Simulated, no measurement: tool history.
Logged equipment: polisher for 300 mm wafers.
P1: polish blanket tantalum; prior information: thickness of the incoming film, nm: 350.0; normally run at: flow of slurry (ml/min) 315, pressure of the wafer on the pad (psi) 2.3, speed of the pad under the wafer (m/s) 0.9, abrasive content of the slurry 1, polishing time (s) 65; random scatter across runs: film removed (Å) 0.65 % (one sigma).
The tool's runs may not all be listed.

| run | hour | flow of slurry (ml/min) | pressure of the wafer on the pad (psi) | speed of the pad under the wafer (m/s) | abrasive content of the slurry | polishing time (s) | film removed (Å) |
|---|---|---|---|---|---|---|---|
| 1 | 10.1 | 315 | 2.3 | 0.9 | 1 | 65 | 1348.6 |
| 2 | 22.4 | 315 | 2.3 | 0.9 | 0.5 | 65 | 1049.5 |
| 3 | 31.4 | 315 | 2.3 | 0.9 | 0.75 | 80 | 1531.2 |
| 4 | 42.7 | 315 | 2.3 | 0.9 | 1 | 65 | 1349.9 |
| 5 | 49.8 | 190 | 2.3 | 0.9 | 1 | 65 | 1275.9 |
| 6 | 61.2 | 315 | 2.3 | 0.9 | 1 | 42 | 870.6 |
| 7 | 76.6 | 315 | 2.3 | 0.9 | 1.35 | 65 | 1456.7 |
| 8 | 89.1 | 315 | 2.3 | 0.9 | 1 | 85 | 1787.8 |
| 9 | 104.1 | 315 | 2.3 | 0.9 | 1 | 65 | 1340.8 |
| 10 | 111.4 | 315 | 2.3 | 1.36 | 1 | 65 | 2036.4 |
| 11 | 118.2 | 315 | 2.3 | 0.64 | 1 | 65 | 958.45 |
| 12 | 133.6 | 450 | 1.3 | 0.9 | 1 | 65 | 775.83 |
|  | 139.1 | slurry nozzle cleaned |
| 13 | 144.7 | 315 | 1.4 | 0.9 | 1 | 65 | 825.73 |
| 14 | 152.5 | 315 | 3.2 | 0.9 | 1 | 65 | 1878 |
| 15 | 163 | 315 | 2.3 | 0.9 | 1 | 65 | 1332.5 |
|  | 175.1 | slurry blender recalibrated |
| 16 | 175.1 | 315 | 2.3 | 0.9 | 1 | 65 | 1356.8 |
| 17 | 182.6 | 445 | 2.3 | 0.9 | 1 | 65 | 1362.7 |
| 18 | 195.6 | 315 | 2.3 | 0.9 | 1 | 65 | 1353.8 |
| 19 | 208.3 | 315 | 2.3 | 0.9 | 1 | 65 | 1314.7 |
| 20 | 222.8 | 315 | 2.3 | 0.9 | 1 | 65 | 1287 |
| 21 | 235 | 315 | 2.3 | 0.9 | 1 | 65 | 1284.6 |
|  | 238.2 | slurry nozzle cleaned |
| 22 | 245.2 | 315 | 2.3 | 0.9 | 1 | 65 | 1269.2 |
| 23 | 253.5 | 315 | 2.3 | 0.9 | 1 | 65 | 1272.4 |
|  | 259.6 | head pressure recalibrated |
| 24 | 264.2 | 315 | 2.3 | 0.9 | 1 | 65 | 1258.2 |
| 25 | 273.1 | 315 | 2.3 | 0.9 | 1 | 65 | 1249.8 |
| 26 | 288.3 | 315 | 2.3 | 0.9 | 1 | 65 | 1264.7 |
| 27 | 297.7 | 315 | 2.3 | 0.9 | 1 | 65 | 1269.2 |
| 28 | 307.4 | 315 | 2.3 | 0.9 | 1 | 65 | 1251.5 |

P1 no longer gives what it gave before; its output has crept away from where it was. The following 2 causes, each at its listed size, fit the log equally well:
A: removal rate lost through wear of the pad, % = 7.27
B: abrasive missing from the slurry, % = 21.5
The process output started creeping at around hour 195.6.
The rest of the possible causes, and what rules out each one:
slurry flow missing at the pad, %: was serviced at hour 238.2, once the creep was under way, yet the earlier output never came back
head's pressure below its setpoint, %: was serviced at hour 259.6, once the creep was under way, yet the earlier output never came back

Of the 4 check runs below, each run on 3 wafers with the results averaged and each result still a question mark, which one would tell the listed causes apart?
| check 1 | 317.1 | 315 | 2.3 | 1.24 | 1 | 80 | ? |
| check 2 | 317.1 | 195 | 2.3 | 0.9 | 1 | 65 | ? |
| check 3 | 317.1 | 315 | 1.4 | 1.28 | 1 | 65 | ? |
| check 4 | 317.1 | 190 | 2.3 | 0.9 | 0.6 | 65 | ? |

Expected result of each check under each candidate cause:
| check | result | if A | if B |
|---|---|---|---|
| check 1 | film removed (Å) | 2125.3 | 2125.6 |
| check 2 | film removed (Å) | 1190 | 1190.1 |
| check 3 | film removed (Å) | 1085 | 1085.1 |
| check 4 | film removed (Å) | 996.04 | 968.07 |
Per-check spread between the two closest causes, in the result where they differ most: check 1 0.01 %; check 2 0.01 %; check 3 0.01 %; check 4 2.85 %
The other checks would show nearly matching results whichever cause is true, so check 4 is the only one that separates the causes.

The results of check 4 are: film removed (Å) 992.19. Based on these, which of the listed causes is it?

Of the candidate causes, it is A: removal rate lost through wear of the pad, %.
